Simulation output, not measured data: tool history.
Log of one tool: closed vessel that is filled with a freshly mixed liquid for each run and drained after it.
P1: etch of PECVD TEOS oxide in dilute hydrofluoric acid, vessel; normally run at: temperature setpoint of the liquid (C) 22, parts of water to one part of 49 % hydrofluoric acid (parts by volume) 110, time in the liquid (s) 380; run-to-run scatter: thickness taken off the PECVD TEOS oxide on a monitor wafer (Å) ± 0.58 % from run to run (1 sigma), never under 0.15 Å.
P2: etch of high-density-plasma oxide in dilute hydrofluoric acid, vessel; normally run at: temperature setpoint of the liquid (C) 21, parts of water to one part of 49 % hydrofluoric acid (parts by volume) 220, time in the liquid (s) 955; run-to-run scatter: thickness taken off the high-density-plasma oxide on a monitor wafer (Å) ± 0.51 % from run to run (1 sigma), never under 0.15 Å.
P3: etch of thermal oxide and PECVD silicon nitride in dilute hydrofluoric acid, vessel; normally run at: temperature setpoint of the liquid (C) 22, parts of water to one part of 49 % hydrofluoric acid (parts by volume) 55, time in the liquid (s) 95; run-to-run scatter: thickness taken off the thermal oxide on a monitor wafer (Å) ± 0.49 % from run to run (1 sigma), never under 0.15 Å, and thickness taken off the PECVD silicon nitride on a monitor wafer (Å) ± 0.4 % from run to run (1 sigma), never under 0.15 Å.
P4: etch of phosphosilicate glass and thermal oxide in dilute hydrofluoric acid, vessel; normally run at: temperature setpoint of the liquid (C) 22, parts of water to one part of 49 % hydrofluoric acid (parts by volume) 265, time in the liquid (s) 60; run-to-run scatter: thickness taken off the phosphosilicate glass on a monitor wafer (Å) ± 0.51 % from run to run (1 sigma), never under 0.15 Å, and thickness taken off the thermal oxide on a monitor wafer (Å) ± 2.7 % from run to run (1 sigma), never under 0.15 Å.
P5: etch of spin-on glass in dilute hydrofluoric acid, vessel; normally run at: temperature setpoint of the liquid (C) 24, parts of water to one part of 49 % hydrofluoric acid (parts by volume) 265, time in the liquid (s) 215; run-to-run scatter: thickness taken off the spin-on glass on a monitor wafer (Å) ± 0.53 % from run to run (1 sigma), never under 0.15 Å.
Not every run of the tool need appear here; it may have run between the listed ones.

run	hour	process that ran	temperature setpoint of the liquid (C)	parts of water to one part of 49 % hydrofluoric acid (parts by volume)	time in the liquid (s)	hours since the thermometer was replaced	hours since the hydrofluoric acid flow meter was replaced	thickness taken off the PECVD TEOS oxide on a monitor wafer (Å)	thickness taken off the phosphosilicate glass on a monitor wafer (Å)	thickness taken off the thermal oxide on a monitor wafer (Å)	thickness taken off the spin-on glass on a monitor wafer (Å)	thickness taken off the high-density-plasma oxide on a monitor wafer (Å)	thickness taken off the PECVD silicon nitride on a monitor wafer (Å)
1	14.2	P1	22	110	380	1587.6	399.3	357.99					
2	30.3	P1	22	195	230	1603.7	415.4	110.36					
3	42.9	P4	22	265	30	1616.3	428		170.5	3.8804			
4	57.1	P1	17	110	380	1630.5	442.2	285.15					
5	65.8	P4	22	265	60	1639.2	450.9		343.37	8.3469			
6	81.2	P5	24	265	415	1654.6	466.3				534.76		
7	89.2	P2	21	305	955	1662.6	474.3					213.73	
8	100.9	P5	24	265	215	1674.3	486				276.41		
9	114.3	P4	22	60	60	1687.7	499.4		1890.8	44.879			
10	130.4	P1	22	110	380	1703.8	515.5	356.04					
11	141.5	P4	22	265	60	1714.9	526.6		344.93	8.1267			
12	152.5	P1	22	185	380	1725.9	537.6	195.62					
13	165.7	P3	28.5	55	95	1739.1	550.8			101.98			94.641
# hour 174.9: hydrofluoric acid flow meter replaced
14	179.7	P3	22	55	95	1753.1	4.8			79.326			60.981
15	195.8	P1	22	110	380	1769.2	20.9	354.7					
16	210.8	P1	22	110	675	1784.2	35.9	623.93					
17	224.4	P3	22	100	95	1797.8	49.5			41.046			33.865
18	234.6	P1	22	110	150	1808	59.7	139.97					
19	245.9	P2	21	220	1730	1819.3	71					581.63	
20	253.5	P1	22	110	380	1826.9	78.6	354.57					
21	264.5	P5	24	50	215	1837.9	89.6				1861.2		
22	280.8	P1	22	20	380	1854.2	105.9	2156.6					
23	294.6	P2	21	220	955	1868	119.7					319.41	
24	306.2	P2	21	220	955	1879.6	131.3					320.7	
25	316.5	P4	17	265	60	1889.9	141.6		286.35	6.7756			
26	326.8	P3	22	55	30	1900.2	151.9			24.72			19.504
# hour 339.2: thermometer replaced
27	340	P5	29	265	215	0.9	165.1				329.48		
28	351.3	P2	17	220	955	12.2	176.4					272.93	
29	359.3	P1	22	110	380	20.2	184.4	356.94					
30	367.5	P1	28.5	170	380	28.4	192.6	278.05					
31	379.6	P1	27	110	380	40.5	204.7	435.08					
32	388.9	P1	22	110	380	49.8	214	357.17					
33	398.2	P1	22	110	380	59.1	223.3	344.41					

Predict the results of run 34:
34	413.5	P1	22	110	380	74.4	238.6	?					

{"run 34": {"thickness taken off the PECVD TEOS oxide on a monitor wafer (Å)": 336.46}}

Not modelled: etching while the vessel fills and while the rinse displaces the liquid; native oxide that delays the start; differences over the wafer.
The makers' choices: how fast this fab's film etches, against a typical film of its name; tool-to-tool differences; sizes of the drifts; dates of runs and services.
